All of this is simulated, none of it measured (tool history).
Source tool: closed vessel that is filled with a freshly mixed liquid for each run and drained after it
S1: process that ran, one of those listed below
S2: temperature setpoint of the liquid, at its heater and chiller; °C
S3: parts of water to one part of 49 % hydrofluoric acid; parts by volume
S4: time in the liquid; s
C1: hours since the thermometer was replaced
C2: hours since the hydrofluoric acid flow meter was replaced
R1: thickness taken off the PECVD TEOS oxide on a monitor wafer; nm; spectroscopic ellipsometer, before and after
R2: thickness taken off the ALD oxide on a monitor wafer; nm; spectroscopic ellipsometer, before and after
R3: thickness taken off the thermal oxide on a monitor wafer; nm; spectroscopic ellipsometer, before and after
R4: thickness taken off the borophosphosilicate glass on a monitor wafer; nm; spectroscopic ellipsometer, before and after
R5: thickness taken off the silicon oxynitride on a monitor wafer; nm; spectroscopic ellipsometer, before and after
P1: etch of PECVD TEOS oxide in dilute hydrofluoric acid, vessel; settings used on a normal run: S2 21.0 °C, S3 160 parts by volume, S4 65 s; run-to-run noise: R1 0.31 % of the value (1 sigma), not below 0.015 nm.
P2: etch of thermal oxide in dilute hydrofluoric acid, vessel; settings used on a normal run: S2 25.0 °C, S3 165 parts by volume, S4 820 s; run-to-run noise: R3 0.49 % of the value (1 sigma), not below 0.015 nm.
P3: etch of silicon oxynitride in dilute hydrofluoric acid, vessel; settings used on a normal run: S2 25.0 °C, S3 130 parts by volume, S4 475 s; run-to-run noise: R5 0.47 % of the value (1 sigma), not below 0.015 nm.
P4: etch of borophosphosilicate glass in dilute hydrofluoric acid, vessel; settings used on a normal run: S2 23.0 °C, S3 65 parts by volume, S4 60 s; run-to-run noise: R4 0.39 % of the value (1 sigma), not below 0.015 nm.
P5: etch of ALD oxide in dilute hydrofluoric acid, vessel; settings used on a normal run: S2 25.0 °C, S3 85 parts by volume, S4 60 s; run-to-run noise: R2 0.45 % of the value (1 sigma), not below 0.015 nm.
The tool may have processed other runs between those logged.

Run 1, hour 13.7: S1 P1, S2 21.0 °C, S3 160 parts by volume, S4 65 s; C1 988.3; C2 328.7. Result: R1 6.5279 nm.
Run 2, hour 23.1: S1 P1, S2 21.0 °C, S3 160 parts by volume, S4 65 s; C1 997.7; C2 338.1. Result: R1 6.5317 nm.
Run 3, hour 37.2: S1 P5, S2 25.0 °C, S3 145 parts by volume, S4 60 s; C1 1011.8; C2 352.2. Result: R2 10.016 nm.
Run 4, hour 48.5: S1 P2, S2 25.0 °C, S3 165 parts by volume, S4 820 s; C1 1023.1; C2 363.5. Result: R3 23.740 nm.
Run 5, hour 60.2: S1 P1, S2 27.5 °C, S3 160 parts by volume, S4 65 s; C1 1034.8; C2 375.2. Result: R1 8.3035 nm.
Run 6, hour 67.4: S1 P2, S2 25.0 °C, S3 165 parts by volume, S4 1625 s; C1 1042.0; C2 382.4. Result: R3 46.366 nm.
Run 7, hour 81.1: S1 P4, S2 23.0 °C, S3 65 parts by volume, S4 60 s; C1 1055.7; C2 396.1. Result: R4 78.602 nm.
Run 8, hour 92.8: S1 P1, S2 21.0 °C, S3 45 parts by volume, S4 30 s; C1 1067.4; C2 407.8. Result: R1 12.1950 nm.
Run 9, hour 104.0: S1 P1, S2 21.0 °C, S3 40 parts by volume, S4 105 s; C1 1078.6; C2 419.0. Result: R1 48.3720 nm.
Run 10, hour 111.1: S1 P1, S2 21.0 °C, S3 160 parts by volume, S4 110 s; C1 1085.7; C2 426.1. Result: R1 11.0220 nm.
Run 11, hour 125.7: S1 P3, S2 25.0 °C, S3 30 parts by volume, S4 475 s; C1 1100.3; C2 440.7. Result: R5 74.03700 nm.
Run 12, hour 133.2: S1 P1, S2 21.0 °C, S3 260 parts by volume, S4 65 s; C1 1107.8; C2 448.2. Result: R1 3.5995 nm.
Run 13, hour 140.6: S1 P4, S2 23.0 °C, S3 90 parts by volume, S4 60 s; C1 1115.2; C2 455.6. Result: R4 54.576 nm.
Run 14, hour 147.5: S1 P4, S2 27.5 °C, S3 65 parts by volume, S4 60 s; C1 1122.1; C2 462.5. Result: R4 93.579 nm.
At hour 155.8: thermometer replaced.
Run 15, hour 161.1: S1 P1, S2 21.0 °C, S3 160 parts by volume, S4 30 s; C1 5.4; C2 476.1. Result: R1 3.0033 nm.
Run 16, hour 169.4: S1 P1, S2 28.0 °C, S3 160 parts by volume, S4 35 s; C1 13.7; C2 484.4. Result: R1 4.5401 nm.
Run 17, hour 176.1: S1 P3, S2 25.0 °C, S3 130 parts by volume, S4 475 s; C1 20.4; C2 491.1. Result: R5 15.54000 nm.
Run 18, hour 183.6: S1 P1, S2 17.0 °C, S3 160 parts by volume, S4 65 s; C1 27.9; C2 498.6. Result: R1 5.5724 nm.
Run 19, hour 196.3: S1 P4, S2 23.0 °C, S3 65 parts by volume, S4 105 s; C1 40.6; C2 511.3. Result: R4 137.610 nm.
Run 20, hour 208.9: S1 P3, S2 19.0 °C, S3 130 parts by volume, S4 475 s; C1 53.2; C2 523.9. Result: R5 11.78500 nm.
Run 21, hour 219.1: S1 P3, S2 25.0 °C, S3 130 parts by volume, S4 30 s; C1 63.4; C2 534.1. Result: R5 0.99077 nm.
Run 22, hour 232.4: S1 P1, S2 21.0 °C, S3 160 parts by volume, S4 65 s; C1 76.7; C2 547.4. Result: R1 6.4789 nm.
Run 23, hour 242.4: S1 P1, S2 21.0 °C, S3 100 parts by volume, S4 65 s; C1 86.7; C2 557.4. Result: R1 11.0650 nm.
Run 24, hour 251.2: S1 P5, S2 33.0 °C, S3 85 parts by volume, S4 60 s; C1 95.5; C2 566.2. Result: R2 24.856 nm.
Run 25, hour 257.9: S1 P1, S2 21.0 °C, S3 160 parts by volume, S4 65 s; C1 102.2; C2 572.9. Result: R1 6.5218 nm.
Run 26, hour 271.2: S1 P5, S2 25.0 °C, S3 85 parts by volume, S4 60 s; C1 115.5; C2 586.2. Result: R2 18.289 nm.
Run 27, hour 285.5: S1 P2, S2 18.5 °C, S3 165 parts by volume, S4 820 s; C1 129.8; C2 600.5. Result: R3 18.130 nm.
Run 28, hour 296.5: S1 P1, S2 21.0 °C, S3 160 parts by volume, S4 65 s; C1 140.8; C2 611.5. Result: R1 6.5444 nm.
Run 29, hour 307.4: S1 P5, S2 25.0 °C, S3 85 parts by volume, S4 100 s; C1 151.7; C2 622.4. Result: R2 30.456 nm.
Run 30, hour 321.4: S1 P2, S2 25.0 °C, S3 285 parts by volume, S4 820 s; C1 165.7; C2 636.4. Result: R3 11.963 nm.
Run 31, hour 333.2: S1 P2, S2 25.0 °C, S3 165 parts by volume, S4 820 s; C1 177.5; C2 648.2. Result: R3 23.379 nm.
Run 32, hour 348.5: S1 P1, S2 21.0 °C, S3 160 parts by volume, S4 65 s; C1 192.8; C2 663.5. Result: R1 6.4956 nm.
Run 33, hour 355.8: S1 P1, S2 21.0 °C, S3 160 parts by volume, S4 65 s; C1 200.1; C2 670.8. Result: R1 6.6149 nm.
Run 34, hour 369.6: S1 P1, S2 21.0 °C, S3 160 parts by volume, S4 65 s; C1 213.9; C2 684.6. Result: R1 6.8726 nm.
Run 35, hour 377.6: S1 P1, S2 21.0 °C, S3 160 parts by volume, S4 65 s; C1 221.9; C2 692.6. Result: R1 6.9328 nm.
Run 36, hour 391.3: S1 P1, S2 21.0 °C, S3 160 parts by volume, S4 65 s; C1 235.6; C2 706.3. Result: R1 6.9949 nm.
Run 37, hour 398.9: S1 P1, S2 21.0 °C, S3 160 parts by volume, S4 65 s; C1 243.2; C2 713.9. Result: R1 7.0305 nm.
Run 38, hour 411.0: S1 P1, S2 21.0 °C, S3 160 parts by volume, S4 65 s; C1 255.3; C2 726.0. Result: R1 7.0510 nm.
Run 39, hour 418.8: S1 P1, S2 21.0 °C, S3 160 parts by volume, S4 65 s; C1 263.1; C2 733.8. Result: R1 7.0660 nm.
Run 40, hour 431.7: S1 P1, S2 21.0 °C, S3 160 parts by volume, S4 65 s; C1 276.0; C2 746.7. Result: R1 7.1113 nm.
Run 41, hour 444.8: S1 P1, S2 21.0 °C, S3 160 parts by volume, S4 65 s; C1 289.1; C2 759.8. Result: R1 7.1299 nm.
Run 42, hour 454.8: S1 P1, S2 21.0 °C, S3 160 parts by volume, S4 65 s; C1 299.1; C2 769.8. Result: R1 7.1205 nm.
Run 43, hour 466.6: S1 P1, S2 21.0 °C, S3 160 parts by volume, S4 65 s; C1 310.9; C2 781.6. Result: R1 7.1612 nm.

Something has made what P1 gives creep away from where it was; the 2 causes below, each at its own stated size, fit the log equally well:
A: hydrofluoric acid flow above the setpoint (%) = 8.22
B: liquid hotter than its thermometer reads (K) = 2.38
Creep in the process output first set in at about hour 348.5.

Listed below are the offered check runs, one wafer per run, with question marks in place of results. For which of them would the causes give clearly different outcomes?
Run check 1, hour 478.4: S1 P5, S2 33.0 °C, S3 85 parts by volume, S4 60 s. Result: R2 ?.
Run check 2, hour 478.4: S1 P3, S2 20.0 °C, S3 40 parts by volume, S4 475 s. Result: R5 ?.
Run check 3, hour 478.4: S1 P2, S2 21.0 °C, S3 165 parts by volume, S4 1185 s. Result: R3 ?.
Run check 4, hour 478.4: S1 P4, S2 26.5 °C, S3 65 parts by volume, S4 60 s. Result: R4 ?.

Predicted outcomes, by check and by cause:
  check  result      if A      if B
check 1      R2    27.165    27.110
check 2      R5  46.53500  48.36100
check 3      R3    31.975    31.961
check 4      R4    98.369    99.159
Gap, in per cent, between the two causes that each check separates least, read from the result that separates them most: check 1 0.21 %; check 2 3.85 %; check 3 0.04 %; check 4 0.8 %
Of the check runs offered, only check 2 discriminates between the causes; the rest would read about the same regardless of which cause applies.

The results of check 2 are: R5 46.76900 nm. Based on these, which of the listed causes is it?

The cause is A: hydrofluoric acid flow above the setpoint (%).
